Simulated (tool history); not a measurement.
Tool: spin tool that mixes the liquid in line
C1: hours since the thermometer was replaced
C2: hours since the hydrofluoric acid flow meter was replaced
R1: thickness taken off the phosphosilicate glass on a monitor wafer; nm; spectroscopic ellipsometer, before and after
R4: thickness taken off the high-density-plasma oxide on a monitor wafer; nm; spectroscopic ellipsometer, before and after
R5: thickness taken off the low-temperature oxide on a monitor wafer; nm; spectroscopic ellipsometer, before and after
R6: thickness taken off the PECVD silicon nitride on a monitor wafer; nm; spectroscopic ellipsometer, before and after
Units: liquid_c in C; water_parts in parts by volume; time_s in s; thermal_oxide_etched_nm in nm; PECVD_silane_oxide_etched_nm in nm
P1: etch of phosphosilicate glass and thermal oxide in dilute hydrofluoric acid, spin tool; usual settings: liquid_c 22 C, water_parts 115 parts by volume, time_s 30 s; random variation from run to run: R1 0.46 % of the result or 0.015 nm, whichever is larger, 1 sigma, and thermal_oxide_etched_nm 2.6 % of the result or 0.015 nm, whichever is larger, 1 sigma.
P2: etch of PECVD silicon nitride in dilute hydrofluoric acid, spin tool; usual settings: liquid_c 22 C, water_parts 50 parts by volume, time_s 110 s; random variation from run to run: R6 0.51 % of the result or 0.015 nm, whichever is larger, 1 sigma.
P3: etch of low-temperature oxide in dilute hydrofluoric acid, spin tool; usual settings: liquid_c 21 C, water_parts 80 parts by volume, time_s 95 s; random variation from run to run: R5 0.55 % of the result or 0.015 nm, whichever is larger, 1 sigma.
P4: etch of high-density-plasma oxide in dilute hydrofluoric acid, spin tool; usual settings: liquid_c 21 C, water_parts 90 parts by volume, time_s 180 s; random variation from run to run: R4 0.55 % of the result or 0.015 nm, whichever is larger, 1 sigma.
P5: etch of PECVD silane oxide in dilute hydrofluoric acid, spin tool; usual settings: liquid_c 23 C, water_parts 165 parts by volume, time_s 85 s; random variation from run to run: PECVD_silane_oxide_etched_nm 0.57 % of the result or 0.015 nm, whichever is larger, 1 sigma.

{"run": 1, "hour": 2.8, "process": "P1", "liquid_c": 22, "water_parts": 115, "time_s": 30, "C1": 733.5, "C2": 647.2, "R1": 30.144, "thermal_oxide_etched_nm": 1.0829}
{"run": 2, "hour": 6.1, "process": "P5", "liquid_c": 23, "water_parts": 165, "time_s": 85, "C1": 736.8, "C2": 650.5, "PECVD_silane_oxide_etched_nm": 18.359}
{"run": 3, "hour": 9.3, "process": "P4", "liquid_c": 21, "water_parts": 90, "time_s": 180, "C1": 740, "C2": 653.7, "R4": 9.1063}
{"run": 4, "hour": 13.0, "process": "P3", "liquid_c": 21, "water_parts": 40, "time_s": 95, "C1": 743.7, "C2": 657.4, "R5": 35.773}
{"run": 5, "hour": 15.3, "process": "P2", "liquid_c": 22, "water_parts": 50, "time_s": 110, "C1": 746, "C2": 659.7, "R6": 6.5007}
{"run": 6, "hour": 17.5, "process": "P5", "liquid_c": 17, "water_parts": 165, "time_s": 85, "C1": 748.2, "C2": 661.9, "PECVD_silane_oxide_etched_nm": 14.551}
{"run": 7, "hour": 21.1, "process": "P3", "liquid_c": 21, "water_parts": 80, "time_s": 95, "C1": 751.8, "C2": 665.5, "R5": 16.989}
{"run": 8, "hour": 25.2, "process": "P2", "liquid_c": 17, "water_parts": 50, "time_s": 110, "C1": 755.9, "C2": 669.6, "R6": 4.6438}
{"run": 9, "hour": 29.5, "process": "P1", "liquid_c": 22, "water_parts": 115, "time_s": 15, "C1": 760.2, "C2": 673.9, "R1": 15.081, "thermal_oxide_etched_nm": 0.52485}
{"run": 10, "hour": 33.3, "process": "P1", "liquid_c": 22, "water_parts": 115, "time_s": 30, "C1": 764, "C2": 677.7, "R1": 30.113, "thermal_oxide_etched_nm": 1.0168}
{"run": 11, "hour": 37.0, "process": "P2", "liquid_c": 22, "water_parts": 50, "time_s": 190, "C1": 767.7, "C2": 681.4, "R6": 11.337}
{"run": 12, "hour": 40.4, "process": "P2", "liquid_c": 22, "water_parts": 50, "time_s": 110, "C1": 771.1, "C2": 684.8, "R6": 6.4852}
{"run": 13, "hour": 44.0, "process": "P1", "liquid_c": 22, "water_parts": 115, "time_s": 30, "C1": 774.7, "C2": 688.4, "R1": 29.982, "thermal_oxide_etched_nm": 1.1111}
{"run": 14, "hour": 46.6, "process": "P1", "liquid_c": 27.5, "water_parts": 115, "time_s": 60, "C1": 777.3, "C2": 691, "R1": 74.323, "thermal_oxide_etched_nm": 2.6477}
{"run": 15, "hour": 50.0, "process": "P2", "liquid_c": 22, "water_parts": 80, "time_s": 110, "C1": 780.7, "C2": 694.4, "R6": 4.1155}
{"run": 16, "hour": 52.5, "process": "P1", "liquid_c": 27, "water_parts": 115, "time_s": 30, "C1": 783.2, "C2": 696.9, "R1": 36.434, "thermal_oxide_etched_nm": 1.258}
{"run": 17, "hour": 56.0, "process": "P1", "liquid_c": 22, "water_parts": 115, "time_s": 30, "C1": 786.7, "C2": 700.4, "R1": 30.06, "thermal_oxide_etched_nm": 1.0377}
{"run": 18, "hour": 59.7, "process": "P5", "liquid_c": 23, "water_parts": 55, "time_s": 85, "C1": 790.4, "C2": 704.1, "PECVD_silane_oxide_etched_nm": 62.673}
{"run": 19, "hour": 63.6, "process": "P1", "liquid_c": 22, "water_parts": 35, "time_s": 30, "C1": 794.3, "C2": 708, "R1": 108.86, "thermal_oxide_etched_nm": 3.6781}
{"run": 20, "hour": 67.1, "process": "P4", "liquid_c": 27.5, "water_parts": 90, "time_s": 180, "C1": 797.8, "C2": 711.5, "R4": 11.655}
{"run": 21, "hour": 69.2, "process": "P5", "liquid_c": 23, "water_parts": 165, "time_s": 165, "C1": 799.9, "C2": 713.6, "PECVD_silane_oxide_etched_nm": 35.527}
{"run": 22, "hour": 72.3, "process": "P1", "liquid_c": 27.5, "water_parts": 185, "time_s": 30, "C1": 803, "C2": 716.7, "R1": 21.362, "thermal_oxide_etched_nm": 0.76775}
{"run": 23, "hour": 76.2, "process": "P1", "liquid_c": 22, "water_parts": 115, "time_s": 30, "C1": 806.9, "C2": 720.6, "R1": 29.995, "thermal_oxide_etched_nm": 0.99799}
{"run": 24, "hour": 79.3, "process": "P3", "liquid_c": 21, "water_parts": 80, "time_s": 45, "C1": 810, "C2": 723.7, "R5": 8.0475}
{"run": 25, "hour": 82.3, "process": "P3", "liquid_c": 25, "water_parts": 80, "time_s": 95, "C1": 813, "C2": 726.7, "R5": 20.002}
{"run": 26, "hour": 84.2, "process": "P1", "liquid_c": 22, "water_parts": 190, "time_s": 30, "C1": 814.9, "C2": 728.6, "R1": 16.871, "thermal_oxide_etched_nm": 0.60222}
{"run": 27, "hour": 86.6, "process": "P1", "liquid_c": 17, "water_parts": 115, "time_s": 30, "C1": 817.3, "C2": 731, "R1": 24.522, "thermal_oxide_etched_nm": 0.81559}
{"run": 28, "hour": 91.0, "process": "P5", "liquid_c": 23, "water_parts": 165, "time_s": 85, "C1": 821.7, "C2": 735.4, "PECVD_silane_oxide_etched_nm": 18.131}
{"run": 29, "hour": 94.0, "process": "P1", "liquid_c": 22, "water_parts": 25, "time_s": 15, "C1": 824.7, "C2": 738.4, "R1": 77.64, "thermal_oxide_etched_nm": 2.6373}
{"run": 30, "hour": 96.6, "process": "P1", "liquid_c": 22, "water_parts": 115, "time_s": 45, "C1": 827.3, "C2": 741, "R1": 45.387, "thermal_oxide_etched_nm": 1.6002}
{"run": 31, "hour": 99.7, "process": "P4", "liquid_c": 21, "water_parts": 90, "time_s": 30, "C1": 830.4, "C2": 744.1, "R4": 1.5262}
{"run": 32, "hour": 102.6, "process": "P4", "liquid_c": 21, "water_parts": 150, "time_s": 180, "C1": 833.3, "C2": 747, "R4": 5.0317}
{"run": 33, "hour": 106.9, "process": "P1", "liquid_c": 22, "water_parts": 115, "time_s": 30, "C1": 837.6, "C2": 751.3, "R1": 29.993, "thermal_oxide_etched_nm": 1.0662}
{"run": 34, "hour": 109.6, "process": "P1", "liquid_c": 22, "water_parts": 115, "time_s": 30, "C1": 840.3, "C2": 754, "R1": 29.671, "thermal_oxide_etched_nm": 1.0225}
{"run": 35, "hour": 113.5, "process": "P1", "liquid_c": 22, "water_parts": 115, "time_s": 30, "C1": 844.2, "C2": 757.9, "R1": 29.008, "thermal_oxide_etched_nm": 1.0282}
{"run": 36, "hour": 117.0, "process": "P1", "liquid_c": 22, "water_parts": 115, "time_s": 30, "C1": 847.7, "C2": 761.4, "R1": 28.463, "thermal_oxide_etched_nm": 0.98523}
{"run": 37, "hour": 119.0, "process": "P1", "liquid_c": 22, "water_parts": 115, "time_s": 30, "C1": 849.7, "C2": 763.4, "R1": 28.335, "thermal_oxide_etched_nm": 0.98164}
{"run": 38, "hour": 120.9, "process": "P1", "liquid_c": 22, "water_parts": 115, "time_s": 30, "C1": 851.6, "C2": 765.3, "R1": 28.244, "thermal_oxide_etched_nm": 0.94159}
{"run": 39, "hour": 124.4, "process": "P1", "liquid_c": 22, "water_parts": 115, "time_s": 30, "C1": 855.1, "C2": 768.8, "R1": 28.114, "thermal_oxide_etched_nm": 1.0124}
{"run": 40, "hour": 127.6, "process": "P1", "liquid_c": 22, "water_parts": 115, "time_s": 30, "C1": 858.3, "C2": 772, "R1": 28.03, "thermal_oxide_etched_nm": 0.96566}
{"run": 41, "hour": 131.0, "process": "P1", "liquid_c": 22, "water_parts": 115, "time_s": 30, "C1": 861.7, "C2": 775.4, "R1": 27.726, "thermal_oxide_etched_nm": 1.0055}
{"run": 42, "hour": 135.1, "process": "P1", "liquid_c": 22, "water_parts": 115, "time_s": 30, "C1": 865.8, "C2": 779.5, "R1": 27.891, "thermal_oxide_etched_nm": 1.0284}
{"run": 43, "hour": 138.7, "process": "P1", "liquid_c": 22, "water_parts": 115, "time_s": 30, "C1": 869.4, "C2": 783.1, "R1": 27.725, "thermal_oxide_etched_nm": 0.97219}
{"run": 44, "hour": 142.6, "process": "P1", "liquid_c": 22, "water_parts": 115, "time_s": 30, "C1": 873.3, "C2": 787, "R1": 27.713, "thermal_oxide_etched_nm": 0.9036}

What P1 gives has crept away from where it was. These 2 causes fit the log equally well, each at the size given:
A: hydrofluoric acid flow below the setpoint (%) = 6.75
B: liquid colder than its thermometer reads (K) = 1.97
The creep began at about hour 106.9.

4 check runs are offered, one wafer each, their results left as question marks. Which one tells the causes apart?
{"run": "check 1", "hour": 146.5, "process": "P5", "liquid_c": 17, "water_parts": 165, "time_s": 85, "PECVD_silane_oxide_etched_nm": "?"}
{"run": "check 2", "hour": 146.5, "process": "P2", "liquid_c": 17, "water_parts": 50, "time_s": 110, "R6": "?"}
{"run": "check 3", "hour": 146.5, "process": "P3", "liquid_c": 21, "water_parts": 40, "time_s": 65, "R5": "?"}
{"run": "check 4", "hour": 146.5, "process": "P4", "liquid_c": 21, "water_parts": 125, "time_s": 115, "R4": "?"}

What each check would give under each cause:
check=check_1 result=PECVD_silane_oxide_etched_nm if_A=13.372 if_B=13.375
check=check_2 result=R6 if_A=4.3127 if_B=4.0078
check=check_3 result=R5 if_A=22.777 if_B=22.536
check=check_4 result=R4 if_A=3.6927 if_B=3.6934
How far apart the two closest causes lie, in the result that separates them most: check 1 0.03 %; check 2 7.33 %; check 3 1.07 %; check 4 0.02 %
Check 2 tells the causes apart: in the others they would give nearly the same result.

Then check 2 was run and gave: R6 4.3047 nm. Which cause is it?

It is A: hydrofluoric acid flow below the setpoint (%).
